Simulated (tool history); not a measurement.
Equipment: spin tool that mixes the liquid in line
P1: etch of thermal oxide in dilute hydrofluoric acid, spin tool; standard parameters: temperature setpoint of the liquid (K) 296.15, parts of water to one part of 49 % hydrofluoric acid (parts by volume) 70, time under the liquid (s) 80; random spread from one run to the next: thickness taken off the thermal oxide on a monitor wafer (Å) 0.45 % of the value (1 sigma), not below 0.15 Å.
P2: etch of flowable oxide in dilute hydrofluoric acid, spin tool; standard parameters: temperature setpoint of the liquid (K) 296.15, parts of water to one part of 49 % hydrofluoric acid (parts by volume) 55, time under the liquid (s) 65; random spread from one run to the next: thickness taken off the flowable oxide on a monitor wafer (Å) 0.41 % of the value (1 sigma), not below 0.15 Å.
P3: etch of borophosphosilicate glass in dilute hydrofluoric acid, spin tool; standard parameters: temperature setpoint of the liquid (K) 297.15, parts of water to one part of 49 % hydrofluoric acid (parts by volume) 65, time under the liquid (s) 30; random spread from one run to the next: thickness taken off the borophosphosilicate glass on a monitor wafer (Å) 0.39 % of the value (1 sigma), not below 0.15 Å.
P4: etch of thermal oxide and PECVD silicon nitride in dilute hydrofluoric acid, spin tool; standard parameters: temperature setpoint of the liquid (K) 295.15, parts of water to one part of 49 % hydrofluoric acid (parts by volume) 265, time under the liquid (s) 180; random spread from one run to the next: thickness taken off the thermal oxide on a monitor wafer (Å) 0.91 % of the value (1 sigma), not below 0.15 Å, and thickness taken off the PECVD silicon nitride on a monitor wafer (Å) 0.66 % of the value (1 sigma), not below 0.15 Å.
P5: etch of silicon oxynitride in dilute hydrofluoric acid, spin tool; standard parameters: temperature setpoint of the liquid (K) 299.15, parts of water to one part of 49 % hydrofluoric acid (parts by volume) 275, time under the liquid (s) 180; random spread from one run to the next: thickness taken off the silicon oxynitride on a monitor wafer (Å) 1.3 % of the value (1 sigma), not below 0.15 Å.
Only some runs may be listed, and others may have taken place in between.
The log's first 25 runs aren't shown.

run,hour,process that ran,temperature setpoint of the liquid (K),parts of water to one part of 49 % hydrofluoric acid (parts by volume),time under the liquid (s),thickness taken off the thermal oxide on a monitor wafer (Å),thickness taken off the flowable oxide on a monitor wafer (Å),thickness taken off the borophosphosilicate glass on a monitor wafer (Å),thickness taken off the silicon oxynitride on a monitor wafer (Å),thickness taken off the PECVD silicon nitride on a monitor wafer (Å)
26,154.8,P1,296.15,70,80,54.5750,,,,
27,162.8,P3,297.15,100,30,,,207.75,,
28,168.4,P4,295.15,265,55,8.4235,,,,10.848
29,172.9,P1,296.15,70,145,98.4300,,,,
30,181.3,P2,296.15,75,65,,207.930,,,
31,189.7,P1,296.15,70,80,54.4530,,,,
32,193.7,P5,294.15,275,180,,,,16.1830,
33,201.0,P1,296.15,70,80,54.7190,,,,

What does the tool deliver on the next run?
34,209.0,P1,296.15,70,80,?,,,,

Run 34 produced thickness taken off the thermal oxide on a monitor wafer (Å) 52.9060.
